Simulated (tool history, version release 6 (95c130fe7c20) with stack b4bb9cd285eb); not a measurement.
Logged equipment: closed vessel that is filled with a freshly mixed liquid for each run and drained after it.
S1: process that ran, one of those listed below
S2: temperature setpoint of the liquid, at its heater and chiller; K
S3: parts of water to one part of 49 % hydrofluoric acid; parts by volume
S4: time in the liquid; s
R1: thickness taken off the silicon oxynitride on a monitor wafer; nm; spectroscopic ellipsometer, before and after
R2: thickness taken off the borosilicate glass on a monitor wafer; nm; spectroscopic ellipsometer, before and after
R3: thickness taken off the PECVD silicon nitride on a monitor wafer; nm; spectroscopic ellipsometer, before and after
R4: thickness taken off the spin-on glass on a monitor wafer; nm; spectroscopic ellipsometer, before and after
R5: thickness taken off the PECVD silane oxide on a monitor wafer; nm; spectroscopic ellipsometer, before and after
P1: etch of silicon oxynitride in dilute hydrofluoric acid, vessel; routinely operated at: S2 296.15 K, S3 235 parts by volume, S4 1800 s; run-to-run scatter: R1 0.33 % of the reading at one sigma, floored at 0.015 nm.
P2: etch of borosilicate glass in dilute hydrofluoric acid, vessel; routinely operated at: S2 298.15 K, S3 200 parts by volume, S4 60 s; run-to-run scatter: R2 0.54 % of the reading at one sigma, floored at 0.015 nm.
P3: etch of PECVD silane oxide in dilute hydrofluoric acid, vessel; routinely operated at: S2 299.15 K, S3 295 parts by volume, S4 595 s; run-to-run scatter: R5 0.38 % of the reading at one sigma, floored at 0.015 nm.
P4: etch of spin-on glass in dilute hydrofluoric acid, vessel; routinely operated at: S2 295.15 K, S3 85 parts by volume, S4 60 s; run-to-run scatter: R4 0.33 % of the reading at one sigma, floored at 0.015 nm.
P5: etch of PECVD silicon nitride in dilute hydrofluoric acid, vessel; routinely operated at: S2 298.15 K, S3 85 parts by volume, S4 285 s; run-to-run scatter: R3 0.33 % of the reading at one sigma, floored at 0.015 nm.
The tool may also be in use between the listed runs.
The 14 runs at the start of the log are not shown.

Run 15, hour 142.5: S1 P1, S2 296.15 K, S3 235 parts by volume, S4 1800 s. Result: R1 14.914 nm.
Run 16, hour 154.5: S1 P2, S2 298.15 K, S3 200 parts by volume, S4 60 s. Result: R2 10.522 nm.
Run 17, hour 160.5: S1 P5, S2 298.15 K, S3 85 parts by volume, S4 515 s. Result: R3 33.459 nm.
Run 18, hour 166.2: S1 P1, S2 296.15 K, S3 235 parts by volume, S4 540 s. Result: R1 4.437 nm.
Run 19, hour 175.6: S1 P3, S2 299.15 K, S3 295 parts by volume, S4 175 s. Result: R5 17.454 nm.
Run 20, hour 184.1: S1 P4, S2 295.15 K, S3 85 parts by volume, S4 60 s. Result: R4 23.753 nm.
Run 21, hour 194.3: S1 P4, S2 295.15 K, S3 145 parts by volume, S4 60 s. Result: R4 13.019 nm.
Run 22, hour 204.6: S1 P2, S2 298.15 K, S3 200 parts by volume, S4 60 s. Result: R2 10.567 nm.
Run 23, hour 216.3: S1 P2, S2 290.15 K, S3 200 parts by volume, S4 60 s. Result: R2 7.679 nm.

What will run 24 give?
Run 24, hour 224.6: S1 P3, S2 299.15 K, S3 295 parts by volume, S4 595 s. Result: R5 ?.

Run 24 came out at R5 58.974 nm.
